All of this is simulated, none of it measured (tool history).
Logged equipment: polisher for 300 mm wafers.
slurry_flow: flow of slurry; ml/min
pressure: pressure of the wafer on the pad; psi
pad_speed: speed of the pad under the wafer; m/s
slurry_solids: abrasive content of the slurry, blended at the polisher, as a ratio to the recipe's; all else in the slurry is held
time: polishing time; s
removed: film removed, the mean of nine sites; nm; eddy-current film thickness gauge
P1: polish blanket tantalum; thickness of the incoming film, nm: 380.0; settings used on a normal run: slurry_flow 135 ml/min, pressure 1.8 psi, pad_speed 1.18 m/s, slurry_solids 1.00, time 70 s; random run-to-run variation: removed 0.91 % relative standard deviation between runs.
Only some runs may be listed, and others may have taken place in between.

| run | hour | slurry_flow | pressure | pad_speed | slurry_solids | time | wafers polished on this pad | hours since the slurry nozzle was cleaned | hours since the head pressure was calibrated | hours since the slurry blender was calibrated | removed |
|---|---|---|---|---|---|---|---|---|---|---|---|
| 1 | 4.7 | 135 | 1.8 | 1.18 | 1.00 | 70 | 163 | 321.0 | 491.4 | 87.2 | 143.540 |
| 2 | 12.7 | 135 | 1.8 | 1.18 | 1.00 | 102 | 240 | 329.0 | 499.4 | 95.2 | 206.840 |
| 3 | 20.0 | 135 | 1.8 | 1.18 | 1.00 | 39 | 310 | 336.3 | 506.7 | 102.5 | 80.841 |
| 4 | 27.0 | 80 | 1.8 | 1.18 | 1.00 | 70 | 377 | 343.3 | 513.7 | 109.5 | 127.180 |
| 5 | 36.6 | 135 | 1.8 | 1.18 | 1.00 | 70 | 470 | 352.9 | 523.3 | 119.1 | 142.670 |
| 6 | 41.6 | 170 | 1.8 | 1.18 | 1.00 | 70 | 518 | 357.9 | 528.3 | 124.1 | 147.740 |
|  | 48.9 | slurry nozzle cleaned |
| 7 | 48.9 | 135 | 1.8 | 0.70 | 1.00 | 70 | 588 | 0.1 | 535.6 | 131.4 | 84.701 |
| 8 | 58.5 | 135 | 0.8 | 1.18 | 1.00 | 70 | 680 | 9.7 | 545.2 | 141.0 | 63.058 |
| 9 | 66.3 | 135 | 1.8 | 1.86 | 1.00 | 70 | 755 | 17.5 | 553.0 | 148.8 | 227.860 |
| 10 | 72.7 | 135 | 1.8 | 1.18 | 1.00 | 70 | 817 | 23.9 | 559.4 | 155.2 | 144.450 |
| 11 | 82.5 | 135 | 1.8 | 1.18 | 0.60 | 70 | 911 | 33.7 | 569.2 | 165.0 | 121.230 |
| 12 | 91.0 | 135 | 1.8 | 1.18 | 1.00 | 70 | 992 | 42.2 | 577.7 | 173.5 | 142.750 |
| 13 | 97.6 | 135 | 1.8 | 0.84 | 1.25 | 70 | 1056 | 48.8 | 584.3 | 180.1 | 108.530 |
| 14 | 102.6 | 135 | 1.8 | 1.18 | 1.00 | 70 | 1104 | 53.8 | 589.3 | 185.1 | 140.650 |
| 15 | 108.8 | 135 | 2.5 | 1.18 | 1.00 | 70 | 1164 | 60.0 | 595.5 | 191.3 | 196.350 |
| 16 | 113.8 | 135 | 1.8 | 1.18 | 1.50 | 70 | 1212 | 65.0 | 600.5 | 196.3 | 158.550 |
| 17 | 121.3 | 135 | 2.6 | 0.54 | 1.00 | 70 | 1284 | 72.5 | 608.0 | 203.8 | 94.813 |
| 18 | 126.4 | 135 | 1.0 | 1.18 | 1.00 | 44 | 1333 | 77.6 | 613.1 | 208.9 | 50.554 |
| 19 | 133.7 | 135 | 1.8 | 1.18 | 1.00 | 70 | 1403 | 84.9 | 620.4 | 216.2 | 140.780 |
| 20 | 138.0 | 135 | 1.8 | 1.18 | 1.00 | 70 | 1444 | 89.2 | 624.7 | 220.5 | 140.430 |
| 21 | 147.8 | 135 | 1.8 | 1.18 | 1.00 | 70 | 1538 | 99.0 | 634.5 | 230.3 | 135.170 |
| 22 | 152.7 | 135 | 1.8 | 1.18 | 1.00 | 70 | 1585 | 103.9 | 639.4 | 235.2 | 132.470 |
| 23 | 160.3 | 135 | 1.8 | 1.18 | 1.00 | 70 | 1658 | 111.5 | 647.0 | 242.8 | 132.200 |
|  | 160.8 | worn pad replaced by a new one |
|  | 163.5 | slurry blender recalibrated |
| 24 | 169.8 | 135 | 1.8 | 1.18 | 1.00 | 70 | 87 | 121.0 | 656.5 | 6.4 | 129.990 |
| 25 | 179.0 | 135 | 1.8 | 1.18 | 1.00 | 70 | 175 | 130.2 | 665.7 | 15.6 | 130.130 |

P1 has crept away from where it was. The log is fitted equally well by each of these 2 causes, at the sizes shown:
A: head's pressure below its setpoint, % = 8.49
B: slurry flow missing at the pad, % = 32.3
The creep began at about hour 133.7.
What rules out each remaining cause:
removal rate lost through wear of the pad, %: serviced at hour 160.8, after the drift had started, without restoring the earlier output
abrasive missing from the slurry, %: serviced at hour 163.5, after the drift had started, without restoring the earlier output

4 check runs are offered, each on 2 wafers whose results are averaged, their results left as question marks. Which one tells the causes apart?
| check 1 | 188.2 | 135 | 1.8 | 1.42 | 1.00 | 70 |  |  |  |  | ? |
| check 2 | 188.2 | 80 | 1.8 | 1.18 | 0.70 | 70 |  |  |  |  | ? |
| check 3 | 188.2 | 135 | 1.3 | 1.18 | 1.00 | 56 |  |  |  |  | ? |
| check 4 | 188.2 | 135 | 0.9 | 1.18 | 1.45 | 70 |  |  |  |  | ? |

If the cause were each of the candidates in turn, the checks would give the following:
| check | result | if A | if B |
|---|---|---|---|
| check 1 | removed | 156.830 | 156.810 |
| check 2 | removed | 102.270 | 97.216 |
| check 3 | removed | 75.300 | 75.287 |
| check 4 | removed | 71.504 | 71.491 |
Distance between the nearest two causes, measured in the result of the check that separates them most: check 1 0.02 %; check 2 5.06 %; check 3 0.02 %; check 4 0.02 %
Check 2 is the one run that separates the causes; every other check would come out nearly the same whichever cause is at work.

Then check 2 was run and gave: removed 102.890 nm. Which cause is it?

The cause is A: head's pressure below its setpoint, %.

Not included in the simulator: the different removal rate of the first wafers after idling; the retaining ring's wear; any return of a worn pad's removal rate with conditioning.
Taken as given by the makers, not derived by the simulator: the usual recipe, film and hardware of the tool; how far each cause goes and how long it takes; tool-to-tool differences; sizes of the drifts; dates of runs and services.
